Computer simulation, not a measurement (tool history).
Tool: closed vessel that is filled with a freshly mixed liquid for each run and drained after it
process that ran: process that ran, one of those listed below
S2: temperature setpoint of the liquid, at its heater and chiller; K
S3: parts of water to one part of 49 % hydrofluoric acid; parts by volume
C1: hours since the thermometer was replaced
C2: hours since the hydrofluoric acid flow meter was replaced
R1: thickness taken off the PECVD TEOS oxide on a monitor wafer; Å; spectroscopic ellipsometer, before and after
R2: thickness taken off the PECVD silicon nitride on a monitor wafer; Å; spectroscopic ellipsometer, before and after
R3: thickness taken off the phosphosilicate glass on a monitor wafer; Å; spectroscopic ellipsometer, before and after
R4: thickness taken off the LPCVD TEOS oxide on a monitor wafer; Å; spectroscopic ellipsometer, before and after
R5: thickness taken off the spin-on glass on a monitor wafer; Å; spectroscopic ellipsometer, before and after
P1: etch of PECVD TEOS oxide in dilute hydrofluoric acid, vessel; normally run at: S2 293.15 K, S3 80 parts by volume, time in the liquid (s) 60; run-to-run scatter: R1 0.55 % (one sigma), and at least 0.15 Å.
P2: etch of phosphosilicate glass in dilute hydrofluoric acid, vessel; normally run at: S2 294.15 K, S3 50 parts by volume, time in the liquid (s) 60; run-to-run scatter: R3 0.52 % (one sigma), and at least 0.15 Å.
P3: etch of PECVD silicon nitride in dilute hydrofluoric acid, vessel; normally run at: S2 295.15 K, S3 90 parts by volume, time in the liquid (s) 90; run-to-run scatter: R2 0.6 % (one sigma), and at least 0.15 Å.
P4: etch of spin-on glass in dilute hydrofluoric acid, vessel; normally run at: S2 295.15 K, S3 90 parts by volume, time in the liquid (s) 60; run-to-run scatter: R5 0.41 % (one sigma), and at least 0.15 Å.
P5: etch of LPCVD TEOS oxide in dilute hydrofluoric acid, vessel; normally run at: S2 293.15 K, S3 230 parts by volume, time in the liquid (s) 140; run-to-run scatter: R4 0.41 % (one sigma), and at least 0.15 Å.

run 1 hour=3.2 | process_that_ran=P1 S2=293.15 S3=80 time_in_the_liquid_(s)=60 | C1=705.2 C2=415.8 | R1=189.660
run 2 hour=8.2 | process_that_ran=P3 S2=295.15 S3=90 time_in_the_liquid_(s)=90 | C1=710.2 C2=420.8 | R2=49.860
run 3 hour=11.6 | process_that_ran=P2 S2=290.15 S3=50 time_in_the_liquid_(s)=60 | C1=713.6 C2=424.2 | R3=1933.3
run 4 hour=15.1 | process_that_ran=P1 S2=298.65 S3=80 time_in_the_liquid_(s)=60 | C1=717.1 C2=427.7 | R1=235.240
run 5 hour=20.8 | process_that_ran=P1 S2=293.15 S3=80 time_in_the_liquid_(s)=85 | C1=722.8 C2=433.4 | R1=265.860
run 6 hour=24.6 | process_that_ran=P1 S2=293.15 S3=25 time_in_the_liquid_(s)=60 | C1=726.6 C2=437.2 | R1=641.030
run 7 hour=28.6 | process_that_ran=P3 S2=295.15 S3=125 time_in_the_liquid_(s)=90 | C1=730.6 C2=441.2 | R2=35.954
run 8 hour=33.6 | process_that_ran=P2 S2=294.15 S3=20 time_in_the_liquid_(s)=60 | C1=735.6 C2=446.2 | R3=5879.4
run 9 hour=36.4 | process_that_ran=P5 S2=293.15 S3=45 time_in_the_liquid_(s)=140 | C1=738.4 C2=449.0 | R4=845.24
run 10 hour=42.0 | process_that_ran=P1 S2=293.15 S3=140 time_in_the_liquid_(s)=60 | C1=744.0 C2=454.6 | R1=100.500
run 11 hour=47.4 | process_that_ran=P4 S2=295.15 S3=90 time_in_the_liquid_(s)=60 | C1=749.4 C2=460.0 | R5=374.13
run 12 hour=51.9 | process_that_ran=P3 S2=295.15 S3=90 time_in_the_liquid_(s)=35 | C1=753.9 C2=464.5 | R2=19.267
run 13 hour=54.7 | process_that_ran=P1 S2=293.15 S3=115 time_in_the_liquid_(s)=95 | C1=756.7 C2=467.3 | R1=199.730
run 14 hour=57.5 | process_that_ran=P4 S2=301.65 S3=90 time_in_the_liquid_(s)=60 | C1=759.5 C2=470.1 | R5=479.17
run 15 hour=63.2 | process_that_ran=P1 S2=293.15 S3=80 time_in_the_liquid_(s)=60 | C1=765.2 C2=475.8 | R1=188.390
run 16 hour=68.4 | process_that_ran=P5 S2=293.15 S3=230 time_in_the_liquid_(s)=30 | C1=770.4 C2=481.0 | R4=29.41
run 17 hour=73.4 | process_that_ran=P4 S2=295.15 S3=55 time_in_the_liquid_(s)=60 | C1=775.4 C2=486.0 | R5=635.00
run 18 hour=79.3 | process_that_ran=P3 S2=295.15 S3=90 time_in_the_liquid_(s)=90 | C1=781.3 C2=491.9 | R2=49.512
run 19 hour=85.1 | process_that_ran=P2 S2=294.15 S3=50 time_in_the_liquid_(s)=115 | C1=787.1 C2=497.7 | R3=4401.4
run 20 hour=90.0 | process_that_ran=P4 S2=295.15 S3=90 time_in_the_liquid_(s)=110 | C1=792.0 C2=502.6 | R5=683.28
run 21 hour=95.0 | process_that_ran=P5 S2=293.15 S3=230 time_in_the_liquid_(s)=140 | C1=797.0 C2=507.6 | R4=135.72
run 22 hour=98.3 | process_that_ran=P3 S2=300.65 S3=90 time_in_the_liquid_(s)=90 | C1=800.3 C2=510.9 | R2=71.647
run 23 hour=104.2 | process_that_ran=P1 S2=293.15 S3=80 time_in_the_liquid_(s)=60 | C1=806.2 C2=516.8 | R1=188.780
run 24 hour=107.7 | process_that_ran=P1 S2=290.15 S3=130 time_in_the_liquid_(s)=60 | C1=809.7 C2=520.3 | R1=97.820
run 25 hour=112.1 | process_that_ran=P1 S2=293.15 S3=80 time_in_the_liquid_(s)=30 | C1=814.1 C2=524.7 | R1=94.157
run 26 hour=116.6 | process_that_ran=P5 S2=290.15 S3=230 time_in_the_liquid_(s)=140 | C1=818.6 C2=529.2 | R4=120.73
run 27 hour=122.3 | process_that_ran=P1 S2=290.15 S3=80 time_in_the_liquid_(s)=60 | C1=824.3 C2=534.9 | R1=166.820
run 28 hour=128.4 | process_that_ran=P1 S2=293.15 S3=80 time_in_the_liquid_(s)=60 | C1=830.4 C2=541.0 | R1=188.860
run 29 hour=131.7 | process_that_ran=P4 S2=295.15 S3=90 time_in_the_liquid_(s)=60 | C1=833.7 C2=544.3 | R5=372.91
run 30 hour=134.5 | process_that_ran=P2 S2=294.15 S3=50 time_in_the_liquid_(s)=60 | C1=836.5 C2=547.1 | R3=2268.7
run 31 hour=138.5 | process_that_ran=P1 S2=293.15 S3=80 time_in_the_liquid_(s)=60 | C1=840.5 C2=551.1 | R1=187.840
run 32 hour=142.5 | process_that_ran=P1 S2=293.15 S3=80 time_in_the_liquid_(s)=60 | C1=844.5 C2=555.1 | R1=187.230
run 33 hour=147.2 | process_that_ran=P1 S2=293.15 S3=80 time_in_the_liquid_(s)=60 | C1=849.2 C2=559.8 | R1=187.720
run 34 hour=150.8 | process_that_ran=P1 S2=293.15 S3=80 time_in_the_liquid_(s)=60 | C1=852.8 C2=563.4 | R1=189.360
run 35 hour=156.7 | process_that_ran=P1 S2=293.15 S3=80 time_in_the_liquid_(s)=60 | C1=858.7 C2=569.3 | R1=182.820

Forecast run 36:
run 36 hour=162.2 | process_that_ran=P1 S2=293.15 S3=80 time_in_the_liquid_(s)=60 | C1=864.2 C2=574.8 | R1=?

Run 36 gave R1 179.680 Å.

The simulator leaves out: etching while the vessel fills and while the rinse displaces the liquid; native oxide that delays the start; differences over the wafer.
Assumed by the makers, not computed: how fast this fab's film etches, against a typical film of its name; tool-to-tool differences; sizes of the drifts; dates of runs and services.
